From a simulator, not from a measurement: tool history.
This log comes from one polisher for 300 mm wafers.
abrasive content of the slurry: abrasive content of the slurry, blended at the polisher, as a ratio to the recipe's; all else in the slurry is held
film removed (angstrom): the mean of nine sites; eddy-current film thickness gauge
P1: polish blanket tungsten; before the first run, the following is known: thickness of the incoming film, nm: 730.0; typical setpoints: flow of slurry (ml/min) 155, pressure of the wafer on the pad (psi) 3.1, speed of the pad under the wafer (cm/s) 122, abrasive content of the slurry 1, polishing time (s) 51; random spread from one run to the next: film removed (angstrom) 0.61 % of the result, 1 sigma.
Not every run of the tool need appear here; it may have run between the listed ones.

run	hour	flow of slurry (ml/min)	pressure of the wafer on the pad (psi)	speed of the pad under the wafer (cm/s)	abrasive content of the slurry	polishing time (s)	film removed (angstrom)
1	14.2	155	3.1	122	1	51	2257.5
2	22.2	155	1.4	122	1	51	1027.8
# hour 24.8: worn pad replaced by a new one
# hour 30.7: head pressure recalibrated
3	36.6	155	4.9	122	1	51	3604.4
4	46.9	155	3.1	122	0.55	51	1999.9
5	61.5	155	3.1	122	1	23	1032.8
6	75	155	3.1	122	1	51	2293.8
7	83.7	155	4.3	74	1	51	1937.8
8	91.7	155	3.1	74	1	51	1398.4
9	99.2	235	3.1	122	1	51	2415.4
10	109.1	155	3.1	122	1	51	2274.5
11	123.3	155	3.1	122	1	51	2276.1
12	133.1	155	3.1	122	1	51	2295.8
13	140.7	155	3.1	122	1	76	3417.6
14	147.9	105	3.1	122	1	51	2115.3
15	162	155	3.1	122	1.4	51	2473.6
# hour 169.7: slurry blender recalibrated
16	171.6	155	3.1	170	1	51	3183.9
17	187.2	155	3.1	122	1	51	2283.7
18	200.5	155	3.1	122	1	51	2296.2
19	214.8	155	3.1	122	1	51	2192.9
20	226.3	155	3.1	122	1	51	2162
# hour 234: slurry tank refilled with fresh slurry and peroxide
21	241.8	155	3.1	122	1	51	2104.1
# hour 254.8: head pressure recalibrated
22	256.8	155	3.1	122	1	51	2106.8
# hour 265.6: worn pad replaced by a new one
23	271.9	155	3.1	122	1	51	2103.6
24	283.6	155	3.1	122	1	51	2081.3
25	295.7	155	3.1	122	1	51	2059.1

The log shows P1 creeping away from where it was. Any of the 2 causes listed here, at the size stated for it, fits the log just as well as the others:
A: abrasive missing from the slurry, % = 34.4
B: slurry flow missing at the pad, % = 37.4
The creep began at about hour 200.5.
Other possible causes, and why each is ruled out:
removal rate lost through wear of the pad, %: its service at hour 265.6 followed the start of the drift and did not put the process back to its old value
head's pressure below its setpoint, %: its service at hour 254.8 followed the start of the drift and did not put the process back to its old value
peroxide lost from the slurry, %: its service at hour 234 followed the start of the drift and did not put the process back to its old value

Consider the 4 check runs below, whose results appear as question marks and each of which averages 3 wafers. Which one distinguishes the causes, in that each cause would give it a clearly different result?
check 1	307.8	155	3.1	162	1	35	?
check 2	307.8	155	4.2	122	1	51	?
check 3	307.8	155	3.7	122	1	51	?
check 4	307.8	225	2.4	122	1	51	?

Expected result of each check under each candidate cause:
check	result	if A	if B
check 1	film removed (angstrom)	1888.9	1888.8
check 2	film removed (angstrom)	2808.3	2808.2
check 3	film removed (angstrom)	2474	2473.9
check 4	film removed (angstrom)	1691.5	1740
Per check, the gap between the least separated pair of causes, taken in the result that splits them most: check 1 0 %; check 2 0 %; check 3 0 %; check 4 2.83 %
Of the check runs offered, only check 4 discriminates between the causes; the rest would read about the same regardless of which cause applies.

Then check 4 was run and gave: film removed (angstrom) 1692.9. Which cause is it?

It is A: abrasive missing from the slurry, %.
